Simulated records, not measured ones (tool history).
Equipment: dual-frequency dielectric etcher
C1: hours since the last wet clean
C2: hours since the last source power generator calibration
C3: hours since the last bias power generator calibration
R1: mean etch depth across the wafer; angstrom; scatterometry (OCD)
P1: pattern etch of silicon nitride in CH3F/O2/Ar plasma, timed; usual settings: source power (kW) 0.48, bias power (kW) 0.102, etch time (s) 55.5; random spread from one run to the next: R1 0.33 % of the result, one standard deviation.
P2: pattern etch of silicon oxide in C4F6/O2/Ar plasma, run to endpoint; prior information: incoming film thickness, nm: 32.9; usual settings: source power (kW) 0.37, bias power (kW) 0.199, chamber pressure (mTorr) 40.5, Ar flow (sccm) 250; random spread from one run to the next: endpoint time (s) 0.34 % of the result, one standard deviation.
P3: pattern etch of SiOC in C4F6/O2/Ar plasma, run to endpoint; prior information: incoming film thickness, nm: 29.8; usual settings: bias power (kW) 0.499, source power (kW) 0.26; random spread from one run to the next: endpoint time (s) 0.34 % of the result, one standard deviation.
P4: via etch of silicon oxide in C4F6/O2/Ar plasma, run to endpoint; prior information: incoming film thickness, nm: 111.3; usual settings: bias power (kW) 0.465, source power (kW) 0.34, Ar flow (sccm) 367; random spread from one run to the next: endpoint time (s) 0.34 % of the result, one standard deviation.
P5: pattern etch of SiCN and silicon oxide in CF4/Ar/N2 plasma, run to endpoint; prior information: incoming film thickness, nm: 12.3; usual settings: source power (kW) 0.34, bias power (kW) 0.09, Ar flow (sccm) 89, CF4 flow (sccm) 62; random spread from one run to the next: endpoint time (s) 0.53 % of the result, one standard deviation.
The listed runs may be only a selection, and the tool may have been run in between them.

{"run": 1, "day": 0.412, "process that ran": "P1", "source power (kW)": 0.48, "bias power (kW)": 0.102, "etch time (s)": 55.5, "C1": 102.6, "C2": 1550.5, "C3": 540.1, "R1": 455.48}
{"run": 2, "day": 0.821, "process that ran": "P3", "source power (kW)": 0.26, "bias power (kW)": 0.499, "C1": 112.4, "C2": 1560.3, "C3": 549.9, "endpoint time (s)": 11.245}
{"run": 3, "day": 1.079, "process that ran": "P2", "source power (kW)": 0.37, "bias power (kW)": 0.199, "chamber pressure (mTorr)": 40.5, "Ar flow (sccm)": 250, "C1": 118.6, "C2": 1566.5, "C3": 556.1, "endpoint time (s)": 10.566}
{"run": 4, "day": 1.475, "process that ran": "P1", "source power (kW)": 0.48, "bias power (kW)": 0.102, "etch time (s)": 55.5, "C1": 128.1, "C2": 1576, "C3": 565.6, "R1": 455.76}
{"run": 5, "day": 1.95, "process that ran": "P1", "source power (kW)": 0.48, "bias power (kW)": 0.126, "etch time (s)": 55.5, "C1": 139.5, "C2": 1587.4, "C3": 577, "R1": 494.96}
{"run": 6, "day": 2.433, "process that ran": "P3", "source power (kW)": 0.33, "bias power (kW)": 0.499, "C1": 151.1, "C2": 1599, "C3": 588.6, "endpoint time (s)": 10.277}
{"run": 7, "day": 2.767, "process that ran": "P1", "source power (kW)": 0.48, "bias power (kW)": 0.102, "etch time (s)": 55.5, "C1": 159.1, "C2": 1607, "C3": 596.6, "R1": 456.2}
{"run": 8, "day": 3.138, "process that ran": "P1", "source power (kW)": 0.48, "bias power (kW)": 0.102, "etch time (s)": 68.5, "C1": 168, "C2": 1615.9, "C3": 605.5, "R1": 563.69}
{"run": 9, "day": 3.496, "process that ran": "P4", "source power (kW)": 0.34, "bias power (kW)": 0.589, "Ar flow (sccm)": 367, "C1": 176.6, "C2": 1624.5, "C3": 614.1, "endpoint time (s)": 25.019}
{"run": 10, "day": 3.725, "process that ran": "P2", "source power (kW)": 0.23, "bias power (kW)": 0.199, "chamber pressure (mTorr)": 40.5, "Ar flow (sccm)": 250, "C1": 182.1, "C2": 1630, "C3": 619.6, "endpoint time (s)": 12.641}
{"run": 11, "day": 3.996, "process that ran": "P5", "source power (kW)": 0.27, "bias power (kW)": 0.09, "Ar flow (sccm)": 89, "CF4 flow (sccm)": 62, "C1": 188.6, "C2": 1636.5, "C3": 626.1, "endpoint time (s)": 20.809}
{"run": 12, "day": 4.246, "process that ran": "P1", "source power (kW)": 0.34, "bias power (kW)": 0.102, "etch time (s)": 55.5, "C1": 194.6, "C2": 1642.5, "C3": 632.1, "R1": 399.89}
{"run": 13, "day": 4.704, "process that ran": "P1", "source power (kW)": 0.67, "bias power (kW)": 0.102, "etch time (s)": 55.5, "C1": 205.6, "C2": 1653.5, "C3": 643.1, "R1": 516.86}
{"run": 14, "day": 5.162, "process that ran": "P2", "source power (kW)": 0.37, "bias power (kW)": 0.199, "chamber pressure (mTorr)": 40.5, "Ar flow (sccm)": 321, "C1": 216.6, "C2": 1664.5, "C3": 654.1, "endpoint time (s)": 10.839}
{"run": 15, "day": 5.383, "process that ran": "P1", "source power (kW)": 0.48, "bias power (kW)": 0.102, "etch time (s)": 55.5, "C1": 221.9, "C2": 1669.8, "C3": 659.4, "R1": 454.96}
{"run": 16, "day": 5.833, "process that ran": "P4", "source power (kW)": 0.21, "bias power (kW)": 0.465, "Ar flow (sccm)": 367, "C1": 232.7, "C2": 1680.6, "C3": 670.2, "endpoint time (s)": 32.762}
{"run": 17, "day": 6.279, "process that ran": "P3", "source power (kW)": 0.26, "bias power (kW)": 0.499, "C1": 243.4, "C2": 1691.3, "C3": 680.9, "endpoint time (s)": 11.129}
{"run": 18, "day": 6.567, "process that ran": "P4", "source power (kW)": 0.34, "bias power (kW)": 0.465, "Ar flow (sccm)": 367, "C1": 250.3, "C2": 1698.2, "C3": 687.8, "endpoint time (s)": 27.448}
{"run": 19, "day": 6.996, "process that ran": "P5", "source power (kW)": 0.34, "bias power (kW)": 0.09, "Ar flow (sccm)": 62, "CF4 flow (sccm)": 62, "C1": 260.6, "C2": 1708.5, "C3": 698.1, "endpoint time (s)": 16.413}
{"run": 20, "day": 7.417, "process that ran": "P1", "source power (kW)": 0.48, "bias power (kW)": 0.102, "etch time (s)": 31.5, "C1": 270.7, "C2": 1718.6, "C3": 708.2, "R1": 260.06}
{"run": 21, "day": 7.638, "process that ran": "P3", "source power (kW)": 0.26, "bias power (kW)": 0.3, "C1": 276, "C2": 1723.9, "C3": 713.5, "endpoint time (s)": 13.477}
{"run": 22, "day": 7.862, "process that ran": "P2", "source power (kW)": 0.37, "bias power (kW)": 0.259, "chamber pressure (mTorr)": 40.5, "Ar flow (sccm)": 250, "C1": 281.4, "C2": 1729.3, "C3": 718.9, "endpoint time (s)": 9.6664}
{"run": 23, "day": 8.188, "process that ran": "P4", "source power (kW)": 0.34, "bias power (kW)": 0.465, "Ar flow (sccm)": 299, "C1": 289.2, "C2": 1737.1, "C3": 726.7, "endpoint time (s)": 26.732}
{"run": 24, "day": 8.525, "process that ran": "P5", "source power (kW)": 0.34, "bias power (kW)": 0.064, "Ar flow (sccm)": 89, "CF4 flow (sccm)": 62, "C1": 297.3, "C2": 1745.2, "C3": 734.8, "endpoint time (s)": 19.355}
{"run": 25, "day": 8.917, "process that ran": "P1", "source power (kW)": 0.48, "bias power (kW)": 0.075, "etch time (s)": 55.5, "C1": 306.7, "C2": 1754.6, "C3": 744.2, "R1": 410.36}
{"run": 26, "day": 9.179, "process that ran": "P2", "source power (kW)": 0.37, "bias power (kW)": 0.199, "chamber pressure (mTorr)": 51.5, "Ar flow (sccm)": 250, "C1": 313, "C2": 1760.9, "C3": 750.5, "endpoint time (s)": 10.819}
{"day": 9.367, "done": "bias power generator calibrated"}
{"run": 27, "day": 9.575, "process that ran": "P5", "source power (kW)": 0.34, "bias power (kW)": 0.09, "Ar flow (sccm)": 89, "CF4 flow (sccm)": 62, "C1": 322.5, "C2": 1770.4, "C3": 5, "endpoint time (s)": 16.986}
{"run": 28, "day": 9.921, "process that ran": "P1", "source power (kW)": 0.38, "bias power (kW)": 0.142, "etch time (s)": 55.5, "C1": 330.8, "C2": 1778.7, "C3": 13.3, "R1": 473.92}
{"day": 10.242, "done": "source power generator calibrated"}
{"run": 29, "day": 10.292, "process that ran": "P1", "source power (kW)": 0.48, "bias power (kW)": 0.102, "etch time (s)": 55.5, "C1": 339.7, "C2": 1.2, "C3": 22.2, "R1": 456.51}
{"run": 30, "day": 10.542, "process that ran": "P5", "source power (kW)": 0.34, "bias power (kW)": 0.09, "Ar flow (sccm)": 89, "CF4 flow (sccm)": 50, "C1": 345.7, "C2": 7.2, "C3": 28.2, "endpoint time (s)": 17.653}
{"run": 31, "day": 11.004, "process that ran": "P4", "source power (kW)": 0.34, "bias power (kW)": 0.465, "Ar flow (sccm)": 367, "C1": 356.8, "C2": 18.3, "C3": 39.3, "endpoint time (s)": 27.49}

Run 32, settings as shown, results not yet in. Your forecast:
{"run": 32, "day": 11.433, "process that ran": "P1", "source power (kW)": 0.48, "bias power (kW)": 0.102, "etch time (s)": 55.5, "C1": 367.1, "C2": 28.6, "C3": 49.6, "R1": "?"}

R1: 456.62 angstrom
